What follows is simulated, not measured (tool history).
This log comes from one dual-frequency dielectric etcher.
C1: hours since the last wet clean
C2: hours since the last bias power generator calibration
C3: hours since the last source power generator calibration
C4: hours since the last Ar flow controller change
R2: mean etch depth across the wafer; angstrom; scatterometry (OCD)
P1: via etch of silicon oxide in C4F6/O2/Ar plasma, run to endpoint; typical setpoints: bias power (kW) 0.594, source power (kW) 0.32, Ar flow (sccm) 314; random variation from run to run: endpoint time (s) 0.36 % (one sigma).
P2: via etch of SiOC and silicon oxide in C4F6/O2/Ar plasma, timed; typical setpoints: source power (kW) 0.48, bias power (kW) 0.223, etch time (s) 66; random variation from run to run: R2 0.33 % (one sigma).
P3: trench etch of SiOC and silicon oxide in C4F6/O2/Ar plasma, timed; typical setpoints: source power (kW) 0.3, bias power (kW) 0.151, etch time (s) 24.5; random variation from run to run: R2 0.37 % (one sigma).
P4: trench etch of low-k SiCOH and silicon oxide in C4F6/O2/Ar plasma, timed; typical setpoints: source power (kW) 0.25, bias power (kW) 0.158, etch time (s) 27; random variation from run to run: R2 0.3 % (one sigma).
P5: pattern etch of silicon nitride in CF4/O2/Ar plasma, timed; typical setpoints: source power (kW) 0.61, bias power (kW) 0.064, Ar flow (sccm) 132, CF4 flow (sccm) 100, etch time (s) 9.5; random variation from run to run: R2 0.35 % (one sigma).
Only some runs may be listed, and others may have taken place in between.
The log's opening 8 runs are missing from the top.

run 9 hour=32.3 | process_that_ran=P2 bias_power_(kW)=0.223 source_power_(kW)=0.48 etch_time_(s)=66 | C1=527.2 C2=522.7 C3=1504.5 C4=1277.4 | R2=863.07
run 10 hour=34.3 | process_that_ran=P2 bias_power_(kW)=0.223 source_power_(kW)=0.59 etch_time_(s)=66 | C1=529.2 C2=524.7 C3=1506.5 C4=1279.4 | R2=936.54
run 11 hour=36.4 | process_that_ran=P5 bias_power_(kW)=0.048 source_power_(kW)=0.61 Ar_flow_(sccm)=132 CF4_flow_(sccm)=100 etch_time_(s)=9.5 | C1=531.3 C2=526.8 C3=1508.6 C4=1281.5 | R2=195.94
run 12 hour=39 | process_that_ran=P4 bias_power_(kW)=0.158 source_power_(kW)=0.3 etch_time_(s)=27 | C1=533.9 C2=529.4 C3=1511.2 C4=1284.1 | R2=731.96
run 13 hour=41.3 | process_that_ran=P4 bias_power_(kW)=0.158 source_power_(kW)=0.25 etch_time_(s)=39.5 | C1=536.2 C2=531.7 C3=1513.5 C4=1286.4 | R2=1001.9
run 14 hour=44.6 | process_that_ran=P1 bias_power_(kW)=0.479 source_power_(kW)=0.32 Ar_flow_(sccm)=314 | C1=539.5 C2=535 C3=1516.8 C4=1289.7 | endpoint_time_(s)=45.292
run 15 hour=48.1 | process_that_ran=P1 bias_power_(kW)=0.716 source_power_(kW)=0.32 Ar_flow_(sccm)=380 | C1=543 C2=538.5 C3=1520.3 C4=1293.2 | endpoint_time_(s)=39.669
run 16 hour=52 | process_that_ran=P2 bias_power_(kW)=0.223 source_power_(kW)=0.48 etch_time_(s)=49 | C1=546.9 C2=542.4 C3=1524.2 C4=1297.1 | R2=640.72
run 17 hour=54.2 | process_that_ran=P5 bias_power_(kW)=0.064 source_power_(kW)=0.83 Ar_flow_(sccm)=132 CF4_flow_(sccm)=100 etch_time_(s)=9.5 | C1=549.1 C2=544.6 C3=1526.4 C4=1299.3 | R2=286.85
run 18 hour=56.9 | process_that_ran=P1 bias_power_(kW)=0.594 source_power_(kW)=0.25 Ar_flow_(sccm)=314 | C1=551.8 C2=547.3 C3=1529.1 C4=1302 | endpoint_time_(s)=45.809
run 19 hour=60.2 | process_that_ran=P3 bias_power_(kW)=0.151 source_power_(kW)=0.3 etch_time_(s)=24.5 | C1=555.1 C2=550.6 C3=1532.4 C4=1305.3 | R2=407.14
run 20 hour=63.1 | process_that_ran=P1 bias_power_(kW)=0.594 source_power_(kW)=0.32 Ar_flow_(sccm)=192 | C1=558 C2=553.5 C3=1535.3 C4=1308.2 | endpoint_time_(s)=39.567
run 21 hour=65.4 | process_that_ran=P4 bias_power_(kW)=0.158 source_power_(kW)=0.25 etch_time_(s)=27 | C1=560.3 C2=555.8 C3=1537.6 C4=1310.5 | R2=683.78
run 22 hour=68.1 | process_that_ran=P3 bias_power_(kW)=0.151 source_power_(kW)=0.3 etch_time_(s)=33 | C1=563 C2=558.5 C3=1540.3 C4=1313.2 | R2=544.29
run 23 hour=71.6 | process_that_ran=P5 bias_power_(kW)=0.064 source_power_(kW)=0.61 Ar_flow_(sccm)=132 CF4_flow_(sccm)=100 etch_time_(s)=14.5 | C1=566.5 C2=562 C3=1543.8 C4=1316.7 | R2=333
run 24 hour=74.5 | process_that_ran=P1 bias_power_(kW)=0.594 source_power_(kW)=0.32 Ar_flow_(sccm)=314 | C1=569.4 C2=564.9 C3=1546.7 C4=1319.6 | endpoint_time_(s)=41.816
run 25 hour=77.2 | process_that_ran=P3 bias_power_(kW)=0.179 source_power_(kW)=0.3 etch_time_(s)=24.5 | C1=572.1 C2=567.6 C3=1549.4 C4=1322.3 | R2=425.76
run 26 hour=80.5 | process_that_ran=P2 bias_power_(kW)=0.136 source_power_(kW)=0.48 etch_time_(s)=66 | C1=575.4 C2=570.9 C3=1552.7 C4=1325.6 | R2=739.19

Run 27 is up next; what results do you expect?
run 27 hour=83 | process_that_ran=P1 bias_power_(kW)=0.447 source_power_(kW)=0.32 Ar_flow_(sccm)=400 | C1=577.9 C2=573.4 C3=1555.2 C4=1328.1 | endpoint_time_(s)=?

Run 27 measured endpoint time (s) 48.034.
